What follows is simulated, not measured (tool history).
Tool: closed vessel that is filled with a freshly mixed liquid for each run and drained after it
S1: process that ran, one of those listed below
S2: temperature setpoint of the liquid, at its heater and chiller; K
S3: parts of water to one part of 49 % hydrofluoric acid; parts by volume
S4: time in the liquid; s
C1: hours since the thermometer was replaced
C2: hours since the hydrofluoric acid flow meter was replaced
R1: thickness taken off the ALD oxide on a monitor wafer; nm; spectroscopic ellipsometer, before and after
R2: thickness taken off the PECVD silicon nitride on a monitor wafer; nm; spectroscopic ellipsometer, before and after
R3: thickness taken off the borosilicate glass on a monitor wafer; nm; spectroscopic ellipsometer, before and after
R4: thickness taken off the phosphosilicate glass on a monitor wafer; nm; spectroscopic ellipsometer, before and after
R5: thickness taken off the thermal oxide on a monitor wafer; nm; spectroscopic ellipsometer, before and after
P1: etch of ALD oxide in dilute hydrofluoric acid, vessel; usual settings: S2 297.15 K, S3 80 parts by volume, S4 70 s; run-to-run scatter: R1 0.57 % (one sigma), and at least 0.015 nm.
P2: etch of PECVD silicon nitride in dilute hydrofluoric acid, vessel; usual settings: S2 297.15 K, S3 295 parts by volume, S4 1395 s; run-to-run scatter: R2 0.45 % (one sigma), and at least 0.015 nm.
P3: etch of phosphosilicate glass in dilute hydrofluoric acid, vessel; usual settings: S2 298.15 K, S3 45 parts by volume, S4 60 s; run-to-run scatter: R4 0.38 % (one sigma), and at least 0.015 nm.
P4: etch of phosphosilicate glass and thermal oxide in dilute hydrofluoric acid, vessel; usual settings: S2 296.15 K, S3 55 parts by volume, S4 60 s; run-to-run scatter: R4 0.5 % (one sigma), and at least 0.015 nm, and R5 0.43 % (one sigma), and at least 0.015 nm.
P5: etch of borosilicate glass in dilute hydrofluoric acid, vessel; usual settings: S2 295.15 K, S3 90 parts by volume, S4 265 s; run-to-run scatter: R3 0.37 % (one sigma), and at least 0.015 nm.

run,hour,S1,S2,S3,S4,C1,C2,R1,R2,R3,R4,R5
1,16.7,P1,297.15,80,70,201.3,676.5,8.8736,,,,
2,30.7,P2,297.15,295,1395,215.3,690.5,,27.211,,,
3,47.0,P5,295.15,155,265,231.6,706.8,,,29.917,,
4,60.4,P1,297.15,80,70,245.0,720.2,8.8325,,,,
5,74.8,P1,290.15,135,70,259.4,734.6,3.7497,,,,
6,88.9,P4,296.15,55,60,273.5,748.7,,,,219.400,5.1664
7,102.4,P4,290.15,55,60,287.0,762.2,,,,170.180,4.0126
8,119.9,P1,305.15,80,70,304.5,779.7,12.1500,,,,
9,134.5,P4,296.15,100,60,319.1,794.3,,,,113.820,2.6871
10,150.8,P1,297.15,80,30,335.4,810.6,3.7789,,,,
11,162.7,P5,295.15,90,485,347.3,822.5,,,100.760,,
12,174.3,P4,296.15,55,30,358.9,834.1,,,,109.150,2.5913
13,186.6,P1,292.65,80,115,371.2,846.4,12.1970,,,,
# hour 192.0: hydrofluoric acid flow meter replaced
14,204.9,P3,298.15,45,60,389.5,13.0,,,,195.180,
15,215.4,P2,297.15,295,1395,400.0,23.5,,27.478,,,
16,225.4,P1,297.15,80,70,410.0,33.5,8.9244,,,,
17,242.9,P1,297.15,25,70,427.5,51.0,30.7190,,,,
18,254.7,P2,297.15,405,1395,439.3,62.8,,20.151,,,
19,269.5,P1,297.15,80,120,454.1,77.6,15.2580,,,,
20,282.1,P2,303.65,295,1395,466.7,90.2,,40.244,,,
21,293.8,P1,297.15,80,70,478.4,101.9,8.8850,,,,
22,311.1,P5,290.15,90,265,495.7,119.2,,,44.994,,
23,329.1,P3,298.15,45,30,513.7,137.2,,,,97.664,
24,340.2,P1,303.65,80,30,524.8,148.3,4.9731,,,,
25,357.4,P1,290.15,80,70,542.0,165.5,6.7321,,,,
26,370.0,P3,293.15,45,60,554.6,178.1,,,,157.620,
27,384.5,P1,297.15,80,70,569.1,192.6,8.9026,,,,
28,393.4,P2,297.15,295,2490,578.0,201.5,,48.643,,,
29,406.4,P5,295.15,90,265,591.0,214.5,,,55.075,,
30,415.1,P1,297.15,115,70,599.7,223.2,5.9606,,,,
31,430.3,P3,298.15,20,60,614.9,238.4,,,,452.030,
32,445.4,P1,297.15,80,70,630.0,253.5,8.8956,,,,
33,463.7,P1,297.15,80,70,648.3,271.8,8.5923,,,,
34,472.3,P1,297.15,80,70,656.9,280.4,8.6413,,,,
35,487.8,P1,297.15,80,70,672.4,295.9,8.5375,,,,
36,500.1,P1,297.15,80,70,684.7,308.2,8.3613,,,,
37,516.8,P1,297.15,80,70,701.4,324.9,8.3922,,,,
38,525.3,P1,297.15,80,70,709.9,333.4,8.3357,,,,
39,541.9,P1,297.15,80,70,726.5,350.0,8.2755,,,,
40,555.0,P1,297.15,80,70,739.6,363.1,8.2666,,,,
41,573.2,P1,297.15,80,70,757.8,381.3,8.3408,,,,
42,585.9,P1,297.15,80,70,770.5,394.0,8.2827,,,,
43,601.8,P1,297.15,80,70,786.4,409.9,8.3199,,,,

What P1 gives has crept away from where it was. These 2 causes fit the log equally well, each at the size given:
A: liquid colder than its thermometer reads (K) = 1.83
B: hydrofluoric acid flow below the setpoint (%) = 6.49
The creep began at about hour 445.4.

4 check runs are offered, one wafer each, their results left as question marks. Which one tells the causes apart?
check 1,617.7,P5,295.15,90,265,,,,,?,,
check 2,617.7,P4,296.15,55,60,,,,,,?,?
check 3,617.7,P3,298.15,45,60,,,,,,?,
check 4,617.7,P2,297.15,295,1395,,,,?,,,

What each check would give under each cause:
check,result,if A,if B
check 1,R3,51.283,51.304
check 2,R4,202.920,203.760
check 2,R5,4.8037,4.8235
check 3,R4,180.530,181.300
check 4,R2,24.557,25.724
How far apart the two closest causes lie, in the result that separates them most: check 1 0.04 %; check 2 0.41 %; check 3 0.43 %; check 4 4.64 %
Check 4 tells the causes apart: in the others they would give nearly the same result.

Then check 4 was run and gave: R2 25.785 nm. Which cause is it?

It is B: hydrofluoric acid flow below the setpoint (%).

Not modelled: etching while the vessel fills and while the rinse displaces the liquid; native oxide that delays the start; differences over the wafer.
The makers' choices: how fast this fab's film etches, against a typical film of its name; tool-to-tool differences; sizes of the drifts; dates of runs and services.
